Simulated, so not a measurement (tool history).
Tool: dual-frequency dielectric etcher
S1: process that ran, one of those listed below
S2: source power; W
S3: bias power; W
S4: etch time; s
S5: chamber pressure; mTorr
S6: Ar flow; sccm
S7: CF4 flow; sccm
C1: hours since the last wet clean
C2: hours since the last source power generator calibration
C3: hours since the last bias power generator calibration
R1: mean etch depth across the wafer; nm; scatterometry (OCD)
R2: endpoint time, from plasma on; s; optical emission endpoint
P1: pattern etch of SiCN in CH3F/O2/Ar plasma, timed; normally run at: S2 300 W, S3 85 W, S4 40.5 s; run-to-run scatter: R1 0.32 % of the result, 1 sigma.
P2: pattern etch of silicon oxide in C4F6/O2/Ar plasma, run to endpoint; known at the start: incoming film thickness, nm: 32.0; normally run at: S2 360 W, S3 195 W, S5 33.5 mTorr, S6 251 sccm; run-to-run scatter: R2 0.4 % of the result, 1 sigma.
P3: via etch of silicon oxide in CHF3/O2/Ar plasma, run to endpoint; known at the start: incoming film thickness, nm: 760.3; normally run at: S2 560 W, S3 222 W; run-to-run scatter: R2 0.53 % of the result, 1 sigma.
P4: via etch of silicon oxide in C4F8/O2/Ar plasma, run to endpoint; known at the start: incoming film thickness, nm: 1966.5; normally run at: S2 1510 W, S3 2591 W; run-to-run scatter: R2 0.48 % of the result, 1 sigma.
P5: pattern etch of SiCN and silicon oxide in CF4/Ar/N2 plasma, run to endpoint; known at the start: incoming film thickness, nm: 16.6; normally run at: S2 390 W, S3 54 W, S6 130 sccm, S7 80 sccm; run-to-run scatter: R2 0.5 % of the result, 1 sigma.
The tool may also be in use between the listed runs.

Run 1, hour 5.4: S1 P1, S2 300 W, S3 85 W, S4 40.5 s; C1 350.5; C2 975.2; C3 3242.8. Result: R1 14.705 nm.
Run 2, hour 11.4: S1 P2, S2 360 W, S3 195 W, S5 33.5 mTorr, S6 201 sccm; C1 356.5; C2 981.2; C3 3248.8. Result: R2 9.8324 s.
At hour 16: source power generator calibrated.
Run 3, hour 16.8: S1 P5, S2 390 W, S3 37 W, S6 130 sccm, S7 80 sccm; C1 361.9; C2 0.9; C3 3254.2. Result: R2 26.885 s.
Run 4, hour 19.7: S1 P5, S2 490 W, S3 54 W, S6 130 sccm, S7 80 sccm; C1 364.8; C2 3.8; C3 3257.1. Result: R2 19.586 s.
Run 5, hour 25.7: S1 P4, S2 1510 W, S3 2591 W; C1 370.8; C2 9.8; C3 3263.1. Result: R2 411.66 s.
Run 6, hour 29.7: S1 P5, S2 390 W, S3 54 W, S6 130 sccm, S7 56 sccm; C1 374.8; C2 13.8; C3 3267.1. Result: R2 25.416 s.
Run 7, hour 35.4: S1 P4, S2 1510 W, S3 2591 W; C1 380.5; C2 19.5; C3 3272.8. Result: R2 412.47 s.
Run 8, hour 40.7: S1 P3, S2 560 W, S3 222 W; C1 385.8; C2 24.8; C3 3278.1. Result: R2 372.92 s.
Run 9, hour 46.8: S1 P2, S2 360 W, S3 195 W, S5 42.5 mTorr, S6 251 sccm; C1 391.9; C2 30.9; C3 3284.2. Result: R2 10.299 s.
Run 10, hour 50.4: S1 P1, S2 300 W, S3 85 W, S4 53.5 s; C1 395.5; C2 34.5; C3 3287.8. Result: R1 19.319 nm.
Run 11, hour 53.7: S1 P2, S2 360 W, S3 195 W, S5 33.5 mTorr, S6 251 sccm; C1 398.8; C2 37.8; C3 3291.1. Result: R2 10.093 s.
Run 12, hour 58.5: S1 P1, S2 300 W, S3 85 W, S4 40.5 s; C1 403.6; C2 42.6; C3 3295.9. Result: R1 14.687 nm.
Run 13, hour 63.1: S1 P1, S2 300 W, S3 55 W, S4 55.5 s; C1 408.2; C2 47.2; C3 3300.5. Result: R1 17.202 nm.
Run 14, hour 68.8: S1 P2, S2 360 W, S3 261 W, S5 33.5 mTorr, S6 251 sccm; C1 413.9; C2 52.9; C3 3306.2. Result: R2 9.163 s.
Run 15, hour 71.7: S1 P2, S2 360 W, S3 195 W, S5 33.5 mTorr, S6 251 sccm; C1 416.8; C2 55.8; C3 3309.1. Result: R2 10.16 s.
Run 16, hour 76.4: S1 P4, S2 1040 W, S3 2591 W; C1 421.5; C2 60.5; C3 3313.8. Result: R2 470.22 s.
Run 17, hour 81.1: S1 P3, S2 370 W, S3 222 W; C1 426.2; C2 65.2; C3 3318.5. Result: R2 434.61 s.
Run 18, hour 86: S1 P5, S2 390 W, S3 54 W, S6 176 sccm, S7 80 sccm; C1 431.1; C2 70.1; C3 3323.4. Result: R2 25.358 s.
Run 19, hour 91.2: S1 P1, S2 300 W, S3 53 W, S4 40.5 s; C1 436.3; C2 75.3; C3 3328.6. Result: R1 12.359 nm.
Run 20, hour 95.8: S1 P1, S2 300 W, S3 85 W, S4 40.5 s; C1 440.9; C2 79.9; C3 3333.2. Result: R1 14.568 nm.
Run 21, hour 100.6: S1 P2, S2 290 W, S3 195 W, S5 33.5 mTorr, S6 251 sccm; C1 445.7; C2 84.7; C3 3338. Result: R2 10.96 s.
Run 22, hour 106.7: S1 P3, S2 560 W, S3 149 W; C1 451.8; C2 90.8; C3 3344.1. Result: R2 424.25 s.
Run 23, hour 112.7: S1 P1, S2 300 W, S3 85 W, S4 40.5 s; C1 457.8; C2 96.8; C3 3350.1. Result: R1 14.624 nm.
Run 24, hour 118.4: S1 P5, S2 390 W, S3 54 W, S6 130 sccm, S7 80 sccm; C1 463.5; C2 102.5; C3 3355.8. Result: R2 24.199 s.
Run 25, hour 123.9: S1 P1, S2 360 W, S3 109 W, S4 40.5 s; C1 469; C2 108; C3 3361.3. Result: R1 17.255 nm.
Run 26, hour 126.7: S1 P1, S2 180 W, S3 85 W, S4 40.5 s; C1 471.8; C2 110.8; C3 3364.1. Result: R1 12.176 nm.
At hour 127.3: bias power generator calibrated.
Run 27, hour 131.5: S1 P1, S2 300 W, S3 105 W, S4 40.5 s; C1 476.6; C2 115.6; C3 4.2. Result: R1 15.826 nm.
Run 28, hour 135.7: S1 P1, S2 380 W, S3 85 W, S4 40.5 s; C1 480.8; C2 119.8; C3 8.4. Result: R1 16.017 nm.
Run 29, hour 138.8: S1 P4, S2 1510 W, S3 2012 W; C1 483.9; C2 122.9; C3 11.5. Result: R2 440.73 s.
Run 30, hour 142.9: S1 P1, S2 300 W, S3 85 W, S4 31.5 s; C1 488; C2 127; C3 15.6. Result: R1 11.352 nm.
Run 31, hour 148.6: S1 P3, S2 560 W, S3 222 W; C1 493.7; C2 132.7; C3 21.3. Result: R2 370.48 s.
Run 32, hour 154.6: S1 P1, S2 300 W, S3 85 W, S4 40.5 s; C1 499.7; C2 138.7; C3 27.3. Result: R1 14.616 nm.
Run 33, hour 157.8: S1 P1, S2 300 W, S3 85 W, S4 40.5 s; C1 502.9; C2 141.9; C3 30.5. Result: R1 14.549 nm.
Run 34, hour 161.2: S1 P1, S2 300 W, S3 85 W, S4 40.5 s; C1 506.3; C2 145.3; C3 33.9. Result: R1 14.477 nm.
Run 35, hour 164: S1 P1, S2 300 W, S3 85 W, S4 40.5 s; C1 509.1; C2 148.1; C3 36.7. Result: R1 14.534 nm.
Run 36, hour 169.2: S1 P1, S2 300 W, S3 85 W, S4 40.5 s; C1 514.3; C2 153.3; C3 41.9. Result: R1 14.484 nm.
Run 37, hour 172.7: S1 P1, S2 300 W, S3 85 W, S4 40.5 s; C1 517.8; C2 156.8; C3 45.4. Result: R1 14.46 nm.
Run 38, hour 176.7: S1 P1, S2 300 W, S3 85 W, S4 40.5 s; C1 521.8; C2 160.8; C3 49.4. Result: R1 14.414 nm.
Run 39, hour 181.2: S1 P1, S2 300 W, S3 85 W, S4 40.5 s; C1 526.3; C2 165.3; C3 53.9. Result: R1 14.416 nm.
At hour 181.7: wet clean of the chamber.
Run 40, hour 185.4: S1 P1, S2 300 W, S3 85 W, S4 40.5 s; C1 3.7; C2 169.5; C3 58.1. Result: R1 14.399 nm.
Run 41, hour 188.6: S1 P1, S2 300 W, S3 85 W, S4 40.5 s; C1 6.9; C2 172.7; C3 61.3. Result: R1 14.443 nm.
Run 42, hour 194.3: S1 P1, S2 300 W, S3 85 W, S4 40.5 s; C1 12.6; C2 178.4; C3 67. Result: R1 14.39 nm.

What P1 gives has crept away from where it was. These 2 causes fit the log equally well, each at the size given:
A: source power that arrives under what is set, % = 4.25
B: bias power that arrives under what is set, % = 4.23
The creep began at about hour 154.6.
Why every other cause is out:
chamber walls in a state that lowers the etch rate, %: serviced at hour 181.7, which brought nothing back

4 check runs are offered, each on 3 wafers whose results are averaged, their results left as question marks. Which one tells the causes apart?
Run check 1, hour 200: S1 P3, S2 480 W, S3 222 W. Result: R2 ?.
Run check 2, hour 200: S1 P5, S2 390 W, S3 54 W, S6 153 sccm, S7 80 sccm. Result: R2 ?.
Run check 3, hour 200: S1 P4, S2 1210 W, S3 2111 W. Result: R2 ?.
Run check 4, hour 200: S1 P2, S2 360 W, S3 257 W, S5 33.5 mTorr, S6 251 sccm. Result: R2 ?.

What each check would give under each cause:
  check  result    if A    if B
check 1      R2  398.55  398.13
check 2      R2  25.626  25.021
check 3      R2  483.69  481.67
check 4      R2  9.3485  9.3315
How far apart the two closest causes lie, in the result that separates them most: check 1 0.11 %; check 2 2.39 %; check 3 0.42 %; check 4 0.18 %
Check 2 tells the causes apart: in the others they would give nearly the same result.

Check 2 was then run and gave: R2 24.919 s. Which cause is it?

It is B: bias power that arrives under what is set, %.

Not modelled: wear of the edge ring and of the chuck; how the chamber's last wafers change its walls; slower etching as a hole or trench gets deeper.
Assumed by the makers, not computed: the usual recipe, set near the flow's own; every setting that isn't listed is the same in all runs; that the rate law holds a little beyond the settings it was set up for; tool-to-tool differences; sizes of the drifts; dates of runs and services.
